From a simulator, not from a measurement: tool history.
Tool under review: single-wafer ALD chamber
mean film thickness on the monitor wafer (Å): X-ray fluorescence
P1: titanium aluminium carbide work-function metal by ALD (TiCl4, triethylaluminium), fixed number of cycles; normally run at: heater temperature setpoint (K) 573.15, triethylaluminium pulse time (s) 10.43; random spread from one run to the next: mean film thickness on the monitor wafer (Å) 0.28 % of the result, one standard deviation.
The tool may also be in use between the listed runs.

| run | hour | heater temperature setpoint (K) | triethylaluminium pulse time (s) | mean film thickness on the monitor wafer (Å) |
|---|---|---|---|---|
| 1 | 17.5 | 573.15 | 10.43 | 20.578 |
| 2 | 30.6 | 573.15 | 16.12 | 21.013 |
| 3 | 44.7 | 563.15 | 7.58 | 18.667 |
| 4 | 58.2 | 590.15 | 10.43 | 22.024 |
| 5 | 71.4 | 555.15 | 14.62 | 19.417 |
| 6 | 87.1 | 573.15 | 5.51 | 17.989 |
| 7 | 96.1 | 573.15 | 10.43 | 20.567 |
| 8 | 107.7 | 573.15 | 10.43 | 20.664 |
| 9 | 118.4 | 573.15 | 10.43 | 20.514 |
| 10 | 127.7 | 573.15 | 10.43 | 20.603 |
| 11 | 145.1 | 552.15 | 10.43 | 18.715 |
| 12 | 156.2 | 573.15 | 10.43 | 20.569 |
| 13 | 165.1 | 573.15 | 10.43 | 20.508 |
| 14 | 179.9 | 573.15 | 10.43 | 20.450 |
| 15 | 196.0 | 573.15 | 10.43 | 20.360 |
| 16 | 207.4 | 573.15 | 10.43 | 20.418 |
| 17 | 217.6 | 573.15 | 10.43 | 20.332 |
| 18 | 233.3 | 573.15 | 10.43 | 20.412 |
| 19 | 248.5 | 573.15 | 10.43 | 20.337 |
| 20 | 264.0 | 573.15 | 10.43 | 20.316 |
| 21 | 279.9 | 573.15 | 10.43 | 20.328 |
| 22 | 289.9 | 573.15 | 10.43 | 20.275 |

Expected results for the next run?
| 23 | 300.4 | 573.15 | 10.43 | ? |

{"run 23": {"mean film thickness on the monitor wafer (Å)": 20.216}}
